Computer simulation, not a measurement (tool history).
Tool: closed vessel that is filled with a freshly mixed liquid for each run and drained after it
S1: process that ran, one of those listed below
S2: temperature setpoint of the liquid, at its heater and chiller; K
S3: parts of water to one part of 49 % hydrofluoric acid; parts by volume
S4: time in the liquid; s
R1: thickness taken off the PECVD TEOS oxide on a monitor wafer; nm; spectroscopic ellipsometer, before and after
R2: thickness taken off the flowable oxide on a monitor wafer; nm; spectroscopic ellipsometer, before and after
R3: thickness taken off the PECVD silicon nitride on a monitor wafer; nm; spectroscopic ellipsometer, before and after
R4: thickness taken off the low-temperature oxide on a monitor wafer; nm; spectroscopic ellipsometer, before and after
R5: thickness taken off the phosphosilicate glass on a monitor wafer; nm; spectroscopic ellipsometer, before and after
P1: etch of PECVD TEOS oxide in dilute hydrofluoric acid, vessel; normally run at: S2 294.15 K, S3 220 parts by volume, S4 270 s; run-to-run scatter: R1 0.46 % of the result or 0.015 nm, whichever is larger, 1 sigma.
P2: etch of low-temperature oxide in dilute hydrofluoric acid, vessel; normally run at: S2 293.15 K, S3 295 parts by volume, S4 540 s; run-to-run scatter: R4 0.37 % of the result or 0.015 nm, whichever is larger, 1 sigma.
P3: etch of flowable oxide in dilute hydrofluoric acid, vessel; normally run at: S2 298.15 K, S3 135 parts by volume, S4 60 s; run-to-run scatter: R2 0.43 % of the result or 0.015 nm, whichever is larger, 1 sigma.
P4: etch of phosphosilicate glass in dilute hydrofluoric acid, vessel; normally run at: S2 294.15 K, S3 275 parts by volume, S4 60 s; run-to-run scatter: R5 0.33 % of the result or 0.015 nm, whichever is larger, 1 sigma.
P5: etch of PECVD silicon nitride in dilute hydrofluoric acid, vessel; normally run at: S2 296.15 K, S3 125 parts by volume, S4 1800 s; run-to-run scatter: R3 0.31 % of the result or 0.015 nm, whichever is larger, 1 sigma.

{"run": 1, "hour": 9.8, "S1": "P1", "S2": 294.15, "S3": 220, "S4": 270, "R1": 26.538}
{"run": 2, "hour": 21.2, "S1": "P3", "S2": 294.15, "S3": 135, "S4": 60, "R2": 26.343}
{"run": 3, "hour": 31.7, "S1": "P5", "S2": 296.15, "S3": 190, "S4": 1800, "R3": 15.18}
{"run": 4, "hour": 41.9, "S1": "P2", "S2": 293.15, "S3": 295, "S4": 85, "R4": 3.2973}
{"run": 5, "hour": 50.9, "S1": "P4", "S2": 294.15, "S3": 120, "S4": 60, "R5": 25.347}
{"run": 6, "hour": 59.9, "S1": "P5", "S2": 296.15, "S3": 125, "S4": 3045, "R3": 38.598}
{"run": 7, "hour": 68.1, "S1": "P1", "S2": 294.15, "S3": 315, "S4": 270, "R1": 17.007}
{"run": 8, "hour": 74.5, "S1": "P3", "S2": 298.15, "S3": 135, "S4": 60, "R2": 30.966}
{"run": 9, "hour": 81.1, "S1": "P3", "S2": 298.15, "S3": 60, "S4": 60, "R2": 76.412}
{"run": 10, "hour": 87.2, "S1": "P1", "S2": 294.15, "S3": 220, "S4": 75, "R1": 7.3699}
{"run": 11, "hour": 94.0, "S1": "P3", "S2": 298.15, "S3": 135, "S4": 30, "R2": 15.411}
{"run": 12, "hour": 105.3, "S1": "P1", "S2": 294.15, "S3": 220, "S4": 270, "R1": 26.577}
{"run": 13, "hour": 113.7, "S1": "P1", "S2": 294.15, "S3": 220, "S4": 480, "R1": 47.081}
{"run": 14, "hour": 124.5, "S1": "P2", "S2": 293.15, "S3": 295, "S4": 540, "R4": 20.979}
{"run": 15, "hour": 135.1, "S1": "P1", "S2": 294.15, "S3": 135, "S4": 270, "R1": 47.394}
{"run": 16, "hour": 145.1, "S1": "P1", "S2": 294.15, "S3": 220, "S4": 270, "R1": 26.298}
{"run": 17, "hour": 151.2, "S1": "P1", "S2": 294.15, "S3": 220, "S4": 270, "R1": 26.351}
{"run": 18, "hour": 159.9, "S1": "P1", "S2": 290.15, "S3": 220, "S4": 270, "R1": 22.754}
{"run": 19, "hour": 170.6, "S1": "P4", "S2": 290.15, "S3": 275, "S4": 60, "R5": 8.1572}
{"run": 20, "hour": 176.9, "S1": "P5", "S2": 296.15, "S3": 125, "S4": 1800, "R3": 22.837}
{"run": 21, "hour": 185.1, "S1": "P1", "S2": 301.15, "S3": 220, "S4": 270, "R1": 34.032}
{"run": 22, "hour": 193.6, "S1": "P1", "S2": 294.15, "S3": 55, "S4": 515, "R1": 243.53}
{"run": 23, "hour": 200.1, "S1": "P2", "S2": 298.15, "S3": 295, "S4": 540, "R4": 24.891}
{"run": 24, "hour": 208.9, "S1": "P3", "S2": 298.15, "S3": 135, "S4": 60, "R2": 30.879}
{"run": 25, "hour": 220.0, "S1": "P1", "S2": 294.15, "S3": 220, "S4": 270, "R1": 26.456}
{"run": 26, "hour": 231.9, "S1": "P5", "S2": 296.15, "S3": 125, "S4": 1800, "R3": 22.793}
{"run": 27, "hour": 238.8, "S1": "P4", "S2": 294.15, "S3": 275, "S4": 30, "R5": 4.7459}
{"run": 28, "hour": 248.3, "S1": "P5", "S2": 301.15, "S3": 125, "S4": 1800, "R3": 31.564}
{"run": 29, "hour": 260.8, "S1": "P2", "S2": 293.15, "S3": 140, "S4": 540, "R4": 51.069}
{"run": 30, "hour": 272.2, "S1": "P4", "S2": 294.15, "S3": 275, "S4": 60, "R5": 9.5522}
{"run": 31, "hour": 278.7, "S1": "P1", "S2": 294.15, "S3": 220, "S4": 270, "R1": 26.609}
{"run": 32, "hour": 288.3, "S1": "P1", "S2": 294.15, "S3": 220, "S4": 270, "R1": 25.814}
{"run": 33, "hour": 301.1, "S1": "P1", "S2": 294.15, "S3": 220, "S4": 270, "R1": 25.292}
{"run": 34, "hour": 313.3, "S1": "P1", "S2": 294.15, "S3": 220, "S4": 270, "R1": 24.995}
{"run": 35, "hour": 321.4, "S1": "P1", "S2": 294.15, "S3": 220, "S4": 270, "R1": 24.733}
{"run": 36, "hour": 327.1, "S1": "P1", "S2": 294.15, "S3": 220, "S4": 270, "R1": 24.715}
{"run": 37, "hour": 333.8, "S1": "P1", "S2": 294.15, "S3": 220, "S4": 270, "R1": 24.662}
{"run": 38, "hour": 341.8, "S1": "P1", "S2": 294.15, "S3": 220, "S4": 270, "R1": 24.603}
{"run": 39, "hour": 347.8, "S1": "P1", "S2": 294.15, "S3": 220, "S4": 270, "R1": 24.443}
{"run": 40, "hour": 359.6, "S1": "P1", "S2": 294.15, "S3": 220, "S4": 270, "R1": 24.519}

What P1 gives has crept away from where it was. These 2 causes fit the log equally well, each at the size given:
A: hydrofluoric acid flow below the setpoint (%) = 6.17
B: liquid colder than its thermometer reads (K) = 2.04
The creep began at about hour 278.7.

4 check runs are offered, one wafer each, their results left as question marks. Which one tells the causes apart?
{"run": "check 1", "hour": 371.4, "S1": "P5", "S2": 296.15, "S3": 125, "S4": 1800, "R3": "?"}
{"run": "check 2", "hour": 371.4, "S1": "P4", "S2": 294.15, "S3": 275, "S4": 60, "R5": "?"}
{"run": "check 3", "hour": 371.4, "S1": "P3", "S2": 298.15, "S3": 135, "S4": 60, "R2": "?"}
{"run": "check 4", "hour": 371.4, "S1": "P2", "S2": 293.15, "S3": 295, "S4": 540, "R4": "?"}

What each check would give under each cause:
check=check_1 result=R3 if_A=21.489 if_B=19.986
check=check_2 result=R5 if_A=8.7679 if_B=8.8109
check=check_3 result=R2 if_A=28.674 if_B=28.543
check=check_4 result=R4 if_A=19.2460 if_B=19.3480
How far apart the two closest causes lie, in the result that separates them most: check 1 7.25 %; check 2 0.49 %; check 3 0.46 %; check 4 0.53 %
Only check 1 tells the causes apart: in the others they would give nearly the same result.

Check 1 was then run and gave: R3 21.575 nm. Which cause is it?

It is A: hydrofluoric acid flow below the setpoint (%).
